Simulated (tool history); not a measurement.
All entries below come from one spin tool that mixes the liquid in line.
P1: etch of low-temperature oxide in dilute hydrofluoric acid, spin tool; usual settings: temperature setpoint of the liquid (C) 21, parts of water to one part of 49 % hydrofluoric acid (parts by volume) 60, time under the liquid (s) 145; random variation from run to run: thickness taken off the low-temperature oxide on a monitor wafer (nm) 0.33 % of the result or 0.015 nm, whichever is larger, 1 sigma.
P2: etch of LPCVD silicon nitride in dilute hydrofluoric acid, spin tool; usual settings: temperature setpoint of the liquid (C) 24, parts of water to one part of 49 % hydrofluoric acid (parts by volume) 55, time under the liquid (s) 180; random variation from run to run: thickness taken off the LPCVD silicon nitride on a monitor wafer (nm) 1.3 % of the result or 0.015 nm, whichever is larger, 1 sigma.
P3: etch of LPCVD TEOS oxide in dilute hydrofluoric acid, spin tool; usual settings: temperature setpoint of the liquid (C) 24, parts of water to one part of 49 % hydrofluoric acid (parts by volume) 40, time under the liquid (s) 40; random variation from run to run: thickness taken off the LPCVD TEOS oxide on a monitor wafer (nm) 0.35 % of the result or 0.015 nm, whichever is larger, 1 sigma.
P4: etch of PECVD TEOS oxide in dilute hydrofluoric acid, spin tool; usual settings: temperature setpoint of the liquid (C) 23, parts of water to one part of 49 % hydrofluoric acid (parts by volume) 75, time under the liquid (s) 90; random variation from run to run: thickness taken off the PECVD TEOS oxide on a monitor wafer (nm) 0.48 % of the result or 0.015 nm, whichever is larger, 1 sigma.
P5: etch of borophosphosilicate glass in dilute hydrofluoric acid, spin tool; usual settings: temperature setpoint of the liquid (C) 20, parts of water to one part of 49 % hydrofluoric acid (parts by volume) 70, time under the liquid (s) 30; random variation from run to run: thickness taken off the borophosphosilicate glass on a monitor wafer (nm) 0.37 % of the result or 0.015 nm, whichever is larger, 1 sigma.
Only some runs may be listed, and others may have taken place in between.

run,day,process that ran,temperature setpoint of the liquid (C),parts of water to one part of 49 % hydrofluoric acid (parts by volume),time under the liquid (s),hours since the thermometer was replaced,hours since the hydrofluoric acid flow meter was replaced,thickness taken off the low-temperature oxide on a monitor wafer (nm),thickness taken off the PECVD TEOS oxide on a monitor wafer (nm),thickness taken off the LPCVD silicon nitride on a monitor wafer (nm),thickness taken off the LPCVD TEOS oxide on a monitor wafer (nm),thickness taken off the borophosphosilicate glass on a monitor wafer (nm)
1,0.604,P1,21,60,145,260.2,324.4,52.14,,,,
2,1.162,P4,23,75,20,273.6,337.8,,4.7607,,,
3,1.512,P2,30.5,55,180,282,346.2,,,2.6954,,
4,2.025,P1,21,60,145,294.3,358.5,52.457,,,,
5,2.375,P1,21,60,145,302.7,366.9,51.952,,,,
6,2.746,P1,21,40,145,311.6,375.8,80.363,,,,
7,3.275,P2,24,80,180,324.3,388.5,,,1.1981,,
8,3.758,P1,21,60,220,335.9,400.1,79.274,,,,
9,4.321,P3,24,40,40,349.4,413.6,,,,57.141,
10,4.608,P1,27.5,60,145,356.3,420.5,68.164,,,,
11,5.104,P3,24,40,40,368.2,432.4,,,,56.73,
12,5.629,P1,17,60,145,380.8,445,44.221,,,,
13,6.283,P3,24,40,15,396.5,460.7,,,,21.371,
14,6.638,P4,30.5,75,90,405,469.2,,28.818,,,
15,7.188,P1,21,60,145,418.2,482.4,52.085,,,,
16,7.804,P4,23,75,90,433,497.2,,21.437,,,
17,8.162,P3,30.5,40,40,441.6,505.8,,,,74.069,
18,8.725,P5,20,70,30,455.1,519.3,,,,,21.672
19,9.371,P2,24,55,360,470.6,534.8,,,3.3916,,
20,9.679,P5,20,70,50,478,542.2,,,,,36.392
21,10.246,P1,21,95,145,491.6,555.8,31.804,,,,
22,10.533,P5,17,70,30,498.5,562.7,,,,,19.115
23,11.008,P4,23,75,90,509.9,574.1,,21.667,,,
24,11.496,P2,24,55,180,521.6,585.8,,,1.7366,,
25,11.917,P5,20,100,30,531.7,595.9,,,,,14.841
26,12.475,P1,21,60,145,545.1,609.3,52.246,,,,
27,13,P3,24,20,40,557.7,621.9,,,,117.12,
28,13.512,P4,23,20,90,570,634.2,,86.683,,,
29,14.083,P1,21,60,40,583.7,647.9,14.43,,,,
30,14.525,P1,25,60,65,594.3,658.5,27.639,,,,
31,14.958,P1,21,60,145,604.7,668.9,52.217,,,,
32,15.371,P1,21,60,145,614.6,678.8,49.998,,,,
33,15.921,P1,21,60,145,627.8,692,48.258,,,,
34,16.279,P1,21,60,145,636.4,700.6,47.844,,,,
35,16.846,P1,21,60,145,650,714.2,47.504,,,,
36,17.142,P1,21,60,145,657.1,721.3,47.461,,,,
37,17.754,P1,21,60,145,671.8,736,47.089,,,,

The output of P1 has drifted from where it used to be. Each of the 2 causes below, taken at the size shown beside it, accounts for the log equally well:
A: liquid colder than its thermometer reads (K) = 2.44
B: hydrofluoric acid flow below the setpoint (%) = 9.13
The onset of the drift is placed at about day 14.958.

4 check runs are offered, each on 3 wafers whose results are averaged, their results left as question marks. Which one tells the causes apart?
check 1,18.367,P2,30,55,350,,,,,?,,
check 2,18.367,P5,17,70,30,,,,,,,?
check 3,18.367,P3,24,30,15,,,,,,?,
check 4,18.367,P4,29.5,20,90,,,,?,,,

How each check would come out, cause by cause:
check,result,if A,if B
check 1,thickness taken off the LPCVD silicon nitride on a monitor wafer (nm),4.2659,4.5443
check 2,thickness taken off the borophosphosilicate glass on a monitor wafer (nm),17.222,17.266
check 3,thickness taken off the LPCVD TEOS oxide on a monitor wafer (nm),26.029,26.117
check 4,thickness taken off the PECVD TEOS oxide on a monitor wafer (nm),102.4,102.5
Smallest distance between any two causes, each pair judged by its most separating result, in per cent: check 1 6.32 %; check 2 0.26 %; check 3 0.34 %; check 4 0.1 %
Check 1 distinguishes between the causes, while the remaining checks would return nearly the same result for all of them.

Check 1 was carried out, with these results: thickness taken off the LPCVD silicon nitride on a monitor wafer (nm) 4.617. Which of the listed causes is responsible?

B is the cause: hydrofluoric acid flow below the setpoint (%).

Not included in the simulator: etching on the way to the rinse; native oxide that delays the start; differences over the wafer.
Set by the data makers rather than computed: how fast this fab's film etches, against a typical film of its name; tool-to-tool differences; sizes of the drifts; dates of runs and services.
